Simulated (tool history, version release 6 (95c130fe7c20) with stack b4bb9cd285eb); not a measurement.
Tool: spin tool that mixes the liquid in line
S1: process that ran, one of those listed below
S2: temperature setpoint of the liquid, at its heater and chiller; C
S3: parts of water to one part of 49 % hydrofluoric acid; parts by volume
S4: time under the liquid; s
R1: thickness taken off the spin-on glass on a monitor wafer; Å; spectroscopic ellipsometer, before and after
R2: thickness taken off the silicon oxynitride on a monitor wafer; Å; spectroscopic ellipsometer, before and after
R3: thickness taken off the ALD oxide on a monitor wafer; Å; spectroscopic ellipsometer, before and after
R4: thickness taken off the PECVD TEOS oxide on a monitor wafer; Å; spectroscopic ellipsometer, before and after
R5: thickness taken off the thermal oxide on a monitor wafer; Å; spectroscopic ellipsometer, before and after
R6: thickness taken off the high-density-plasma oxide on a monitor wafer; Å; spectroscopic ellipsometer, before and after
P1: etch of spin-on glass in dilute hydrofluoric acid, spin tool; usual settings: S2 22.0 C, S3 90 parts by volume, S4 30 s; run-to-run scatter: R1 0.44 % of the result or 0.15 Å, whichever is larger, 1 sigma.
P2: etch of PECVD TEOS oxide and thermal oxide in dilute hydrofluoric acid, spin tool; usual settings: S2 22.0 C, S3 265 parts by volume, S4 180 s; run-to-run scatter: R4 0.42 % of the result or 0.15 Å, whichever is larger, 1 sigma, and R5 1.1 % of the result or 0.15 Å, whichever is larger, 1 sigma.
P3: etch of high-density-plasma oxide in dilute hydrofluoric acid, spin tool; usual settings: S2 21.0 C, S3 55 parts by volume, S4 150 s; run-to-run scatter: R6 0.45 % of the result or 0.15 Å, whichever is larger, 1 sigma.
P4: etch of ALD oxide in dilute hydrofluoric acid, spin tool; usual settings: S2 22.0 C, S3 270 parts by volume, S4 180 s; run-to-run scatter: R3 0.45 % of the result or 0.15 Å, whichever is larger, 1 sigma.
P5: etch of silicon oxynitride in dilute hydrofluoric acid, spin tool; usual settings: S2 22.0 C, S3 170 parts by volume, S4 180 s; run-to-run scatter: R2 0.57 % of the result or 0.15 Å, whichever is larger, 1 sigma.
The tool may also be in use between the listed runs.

run,hour,S1,S2,S3,S4,R1,R2,R3,R4,R5,R6
1,14.2,P1,22.0,90,30,104.870,,,,,
2,23.0,P5,22.0,170,180,,42.6710,,,,
3,37.0,P4,22.0,100,180,,,177.5400,,,
4,52.0,P1,22.0,55,30,178.610,,,,,
5,60.9,P5,22.0,170,20,,4.6668,,,,
6,73.7,P1,22.0,90,30,104.630,,,,,
7,82.2,P5,22.0,170,180,,42.3040,,,,
8,91.0,P5,17.0,170,180,,33.5740,,,,
9,100.4,P5,22.0,305,180,,21.7940,,,,
10,116.4,P2,22.0,265,345,,,,297.630,48.269,
11,123.6,P4,22.0,270,180,,,54.6310,,,
12,135.0,P1,28.5,90,30,135.620,,,,,
13,150.8,P2,17.5,265,180,,,,130.150,20.949,
14,161.4,P2,22.0,480,180,,,,70.889,11.740,
15,176.5,P1,17.0,55,30,145.090,,,,,
16,185.0,P4,29.0,270,180,,,70.5960,,,
17,200.8,P2,22.0,265,180,,,,154.490,25.287,
18,211.6,P1,22.0,90,30,104.930,,,,,
19,222.4,P3,21.0,55,15,,,,,,16.945
20,230.4,P1,22.0,90,15,52.229,,,,,
21,244.3,P3,27.5,55,150,,,,,,222.150
22,253.1,P1,22.0,90,30,104.760,,,,,
23,267.6,P4,22.0,270,180,,,55.2020,,,
24,280.9,P1,17.0,90,30,85.519,,,,,
25,297.0,P1,22.0,150,45,87.343,,,,,
26,308.2,P1,22.0,90,55,191.630,,,,,
27,317.8,P1,29.0,90,60,273.940,,,,,
28,327.3,P3,21.0,105,150,,,,,,85.053
29,336.9,P1,22.0,125,30,72.538,,,,,
30,348.7,P3,21.0,55,150,,,,,,169.990
31,363.5,P4,22.0,270,15,,,4.4547,,,
32,378.8,P1,22.0,90,30,105.810,,,,,
33,392.2,P1,22.0,90,30,109.530,,,,,
34,400.9,P1,22.0,90,30,111.280,,,,,
35,414.6,P1,22.0,90,30,113.940,,,,,
36,423.6,P1,22.0,90,30,114.310,,,,,
37,430.7,P1,22.0,90,30,113.820,,,,,
38,441.4,P1,22.0,90,30,113.650,,,,,
39,453.6,P1,22.0,90,30,114.820,,,,,

What P1 gives has crept away from where it was. These 2 causes fit the log equally well, each at the size given:
A: hydrofluoric acid flow above the setpoint (%) = 8.24
B: liquid hotter than its thermometer reads (K) = 2.18
The creep began at about hour 378.8.

4 check runs are offered, one wafer each, their results left as question marks. Which one tells the causes apart?
check 1,465.8,P2,22.0,395,310,,,,?,?,
check 2,465.8,P4,22.0,165,30,,,?,,,
check 3,465.8,P3,21.0,85,30,,,,,,?
check 4,465.8,P5,22.0,295,55,,?,,,,

What each check would give under each cause:
check,result,if A,if B
check 1,R4,176.120,170.440
check 1,R5,28.792,27.864
check 2,R3,18.2910,18.1190
check 3,R6,23.197,23.243
check 4,R2,7.5458,7.5441
How far apart the two closest causes lie, in the result that separates them most: check 1 3.28 %; check 2 0.95 %; check 3 0.2 %; check 4 0.02 %
Check 1 tells the causes apart: in the others they would give nearly the same result.

Then check 1 was run and gave: R4 170.420 Å; R5 28.080 Å. Which cause is it?

It is B: liquid hotter than its thermometer reads (K).
